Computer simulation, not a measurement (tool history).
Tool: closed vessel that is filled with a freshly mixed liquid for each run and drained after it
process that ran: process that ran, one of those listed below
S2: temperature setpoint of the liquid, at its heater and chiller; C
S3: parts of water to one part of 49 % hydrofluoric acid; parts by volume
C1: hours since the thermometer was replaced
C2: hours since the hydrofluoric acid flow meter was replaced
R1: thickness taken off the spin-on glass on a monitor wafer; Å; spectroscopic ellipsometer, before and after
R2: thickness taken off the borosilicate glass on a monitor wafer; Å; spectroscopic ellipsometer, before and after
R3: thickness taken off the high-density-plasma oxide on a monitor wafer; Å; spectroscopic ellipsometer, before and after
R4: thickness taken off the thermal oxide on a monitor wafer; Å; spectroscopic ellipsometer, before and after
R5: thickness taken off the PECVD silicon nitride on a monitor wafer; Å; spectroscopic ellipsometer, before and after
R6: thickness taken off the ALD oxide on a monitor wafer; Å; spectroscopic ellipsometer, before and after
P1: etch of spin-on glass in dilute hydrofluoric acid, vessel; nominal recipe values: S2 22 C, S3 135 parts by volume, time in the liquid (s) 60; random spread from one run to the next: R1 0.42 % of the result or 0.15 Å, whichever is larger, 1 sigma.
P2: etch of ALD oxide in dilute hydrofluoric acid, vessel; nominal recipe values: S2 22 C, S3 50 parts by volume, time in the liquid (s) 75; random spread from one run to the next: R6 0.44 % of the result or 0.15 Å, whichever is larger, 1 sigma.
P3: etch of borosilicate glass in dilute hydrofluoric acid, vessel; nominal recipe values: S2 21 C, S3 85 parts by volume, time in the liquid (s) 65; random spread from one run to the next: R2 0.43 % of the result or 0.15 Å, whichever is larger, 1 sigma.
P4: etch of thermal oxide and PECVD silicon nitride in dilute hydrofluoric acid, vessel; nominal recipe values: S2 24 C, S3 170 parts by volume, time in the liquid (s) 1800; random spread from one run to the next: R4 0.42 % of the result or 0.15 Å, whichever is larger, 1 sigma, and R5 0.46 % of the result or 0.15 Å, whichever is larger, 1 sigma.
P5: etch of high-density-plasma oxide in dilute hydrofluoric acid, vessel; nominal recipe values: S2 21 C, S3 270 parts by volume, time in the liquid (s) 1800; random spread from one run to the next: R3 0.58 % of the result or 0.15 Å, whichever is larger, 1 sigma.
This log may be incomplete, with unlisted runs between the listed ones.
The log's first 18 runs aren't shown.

Run 19, day 6.183: process that ran P5, S2 17 C, S3 270 parts by volume, time in the liquid (s) 1800; C1 1209.2; C2 585.1. Result: R3 215 Å.
Run 20, day 6.638: process that ran P2, S2 22 C, S3 50 parts by volume, time in the liquid (s) 75; C1 1220.1; C2 596. Result: R6 215.61 Å.
Run 21, day 6.958: process that ran P1, S2 28.5 C, S3 135 parts by volume, time in the liquid (s) 85; C1 1227.8; C2 603.7. Result: R1 290.15 Å.
At day 7.021: thermometer replaced.
Run 22, day 7.196: process that ran P1, S2 22 C, S3 135 parts by volume, time in the liquid (s) 60; C1 4.2; C2 609.4. Result: R1 160.29 Å.
Run 23, day 7.604: process that ran P3, S2 21 C, S3 85 parts by volume, time in the liquid (s) 65; C1 14; C2 619.2. Result: R2 220.23 Å.
Run 24, day 7.938: process that ran P5, S2 21 C, S3 270 parts by volume, time in the liquid (s) 1800; C1 22; C2 627.2. Result: R3 251.29 Å.
Run 25, day 8.271: process that ran P1, S2 22 C, S3 50 parts by volume, time in the liquid (s) 30; C1 30; C2 635.2. Result: R1 238.03 Å.
Run 26, day 8.496: process that ran P1, S2 22 C, S3 135 parts by volume, time in the liquid (s) 115; C1 35.4; C2 640.6. Result: R1 305.05 Å.
Run 27, day 8.842: process that ran P3, S2 21 C, S3 85 parts by volume, time in the liquid (s) 125; C1 43.7; C2 648.9. Result: R2 421.51 Å.
Run 28, day 9.071: process that ran P2, S2 22 C, S3 50 parts by volume, time in the liquid (s) 120; C1 49.2; C2 654.4. Result: R6 343.5 Å.
Run 29, day 9.367: process that ran P1, S2 22 C, S3 135 parts by volume, time in the liquid (s) 60; C1 56.3; C2 661.5. Result: R1 159.1 Å.
Run 30, day 9.6: process that ran P5, S2 21 C, S3 455 parts by volume, time in the liquid (s) 1800; C1 61.9; C2 667.1. Result: R3 125.57 Å.

The next listed run, before its measurement:
Run 31, day 9.892: process that ran P4, S2 24 C, S3 70 parts by volume, time in the liquid (s) 1800; C1 68.9; C2 674.1. Result: R4 ?, R5 ?.

Run 31 produced R4 1227.9 Å, R5 586.96 Å.
